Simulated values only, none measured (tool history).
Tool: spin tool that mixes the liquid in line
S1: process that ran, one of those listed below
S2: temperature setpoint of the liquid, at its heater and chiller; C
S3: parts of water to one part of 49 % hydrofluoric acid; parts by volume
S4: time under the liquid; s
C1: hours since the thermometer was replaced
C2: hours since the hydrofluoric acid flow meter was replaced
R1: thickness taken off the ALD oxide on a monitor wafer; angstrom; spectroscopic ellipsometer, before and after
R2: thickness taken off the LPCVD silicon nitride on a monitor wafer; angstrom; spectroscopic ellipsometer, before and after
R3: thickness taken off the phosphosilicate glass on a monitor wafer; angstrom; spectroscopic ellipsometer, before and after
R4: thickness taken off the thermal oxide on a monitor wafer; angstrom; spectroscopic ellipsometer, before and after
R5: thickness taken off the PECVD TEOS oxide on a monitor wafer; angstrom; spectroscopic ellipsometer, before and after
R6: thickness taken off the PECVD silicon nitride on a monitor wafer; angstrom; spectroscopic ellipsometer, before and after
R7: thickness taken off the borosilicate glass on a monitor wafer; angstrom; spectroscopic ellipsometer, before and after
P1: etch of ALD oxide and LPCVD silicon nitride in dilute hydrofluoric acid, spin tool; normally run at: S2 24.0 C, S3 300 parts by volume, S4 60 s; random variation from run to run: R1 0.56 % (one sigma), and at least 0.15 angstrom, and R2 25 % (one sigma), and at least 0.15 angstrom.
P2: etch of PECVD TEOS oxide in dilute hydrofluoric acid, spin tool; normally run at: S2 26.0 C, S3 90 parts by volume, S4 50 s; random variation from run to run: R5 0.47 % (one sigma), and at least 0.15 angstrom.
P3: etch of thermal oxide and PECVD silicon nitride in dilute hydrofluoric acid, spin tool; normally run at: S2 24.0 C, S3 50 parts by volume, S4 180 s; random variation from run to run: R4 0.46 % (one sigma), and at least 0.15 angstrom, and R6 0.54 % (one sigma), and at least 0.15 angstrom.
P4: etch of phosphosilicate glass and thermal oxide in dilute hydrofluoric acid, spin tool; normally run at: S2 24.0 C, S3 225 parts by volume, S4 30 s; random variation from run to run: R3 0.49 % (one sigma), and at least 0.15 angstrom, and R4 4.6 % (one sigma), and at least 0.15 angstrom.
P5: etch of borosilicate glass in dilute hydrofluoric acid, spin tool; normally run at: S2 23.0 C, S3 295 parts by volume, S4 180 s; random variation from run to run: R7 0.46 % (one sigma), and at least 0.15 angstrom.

run	day	S1	S2	S3	S4	C1	C2	R1	R2	R3	R4	R5	R6	R7
1	0.400	P1	24.0	300	60	890.8	653.1	51.529	1.29850					
2	1.125	P4	24.0	105	30	908.2	670.5			554.89	12.8650			
3	1.471	P1	29.0	300	60	916.5	678.8	60.554	1.48980					
4	1.875	P4	24.0	225	60	926.2	688.5			447.85	10.4910			
5	2.483	P2	26.0	90	50	940.8	703.1					51.723		
6	3.233	P1	24.0	300	60	958.8	721.1	51.489	1.07580					
7	3.888	P4	24.0	225	30	974.5	736.8			223.54	5.4459			
8	4.254	P1	24.0	110	105	983.3	745.6	303.860	6.70040					
9	4.646	P3	24.0	50	180	992.7	755.0				177.7700		176.850	
10	4.992	P3	24.0	50	25	1001.0	763.3				24.6950		24.072	
11	5.642	P1	24.0	110	60	1016.6	778.9	174.350	1.28600					
12	6.046	P1	24.0	300	60	1026.3	788.6	52.053	0.66286					
13	6.746	P1	24.0	300	15	1043.1	805.4	12.867	0.21475					
14	7.383	P1	28.0	300	100	1058.4	820.7	98.632	1.50710					
15	7.829	P5	30.0	295	180	1069.1	831.4							198.550
16	8.438	P5	23.0	295	180	1083.7	846.0							157.490
17	8.958	P4	20.5	225	30	1096.2	858.5			198.73	4.6289			
18	9.404	P3	24.0	90	180	1106.9	869.2				93.3600		99.070	
19	9.975	P1	24.0	300	60	1120.6	882.9	51.752	1.32090					
20	10.562	P1	24.0	480	60	1134.7	897.0	27.536	0.59038					
21	11.138	P1	17.5	300	60	1148.5	910.8	40.721	0.54201					
22	11.654	P2	26.0	140	50	1160.9	923.2					31.302		
23	12.088	P2	20.0	90	50	1171.3	933.6					40.683		
24	12.696	P1	24.0	300	105	1185.9	948.2	89.870	1.94460					
25	13.321	P3	24.0	50	180	1200.9	963.2				177.7000		176.330	
26	13.821	P3	32.5	50	180	1212.9	975.2				248.5800		304.840	
27	14.533	P5	23.0	295	345	1230.0	992.3							300.900
28	15.004	P2	26.0	90	15	1241.3	1003.6					15.651		
29	15.554	P2	26.0	90	50	1254.5	1016.8					51.316		
30	15.967	P1	24.0	300	60	1264.4	1026.7	51.630	1.09910					
31	16.442	P1	24.0	300	60	1275.8	1038.1	52.012	1.07190					
32	16.946	P5	23.0	425	180	1287.9	1050.2							96.383
33	17.396	P1	24.0	300	60	1298.7	1061.0	51.766	0.72439					
34	18.062	P1	24.0	300	60	1314.7	1077.0	50.722	1.06510					
35	18.712	P1	24.0	300	60	1330.3	1092.6	49.835	0.82892					
36	19.175	P1	24.0	300	60	1341.4	1103.7	49.320	1.08500					
37	19.662	P1	24.0	300	60	1353.1	1115.4	49.121	1.27250					
38	20.354	P1	24.0	300	60	1369.7	1132.0	49.279	0.57216					
39	21.058	P1	24.0	300	60	1386.6	1148.9	48.835	1.07410					
40	21.733	P1	24.0	300	60	1402.8	1165.1	49.115	0.54985					
41	22.192	P1	24.0	300	60	1413.8	1176.1	48.895	0.86075					
42	22.904	P1	24.0	300	60	1430.9	1193.2	48.809	1.08280					
43	23.383	P1	24.0	300	60	1442.4	1204.7	48.543	0.60399					

What P1 gives has crept away from where it was. These 2 causes fit the log equally well, each at the size given:
A: liquid colder than its thermometer reads (K) = 1.7
B: hydrofluoric acid flow below the setpoint (%) = 4.48
Creep in the process output first set in at about day 17.396.

Listed below are the offered check runs, one wafer per run, with question marks in place of results. For which of them would the causes give clearly different outcomes?
check 1	23.862	P4	24.0	145	30					?	?			
check 2	23.862	P3	24.0	50	65						?		?	
check 3	23.862	P2	20.5	90	25							?		
check 4	23.862	P5	27.0	295	180									?

Expected result of each check under each candidate cause:
check	result	if A	if B
check 1	R3	357.57	361.95
check 1	R4	8.7145	8.8210
check 2	R4	59.5800	60.8690
check 2	R6	56.339	60.448
check 3	R5	19.282	19.668
check 4	R7	169.510	169.080
Gap, in per cent, between the two causes that each check separates least, read from the result that separates them most: check 1 1.22 %; check 2 7.04 %; check 3 1.98 %; check 4 0.25 %
Only check 2 tells the causes apart: in the others they would give nearly the same result.

Check 2 was carried out, with these results: R4 60.4210 angstrom; R6 60.520 angstrom. Which of the listed causes is responsible?

B is the cause: hydrofluoric acid flow below the setpoint (%).
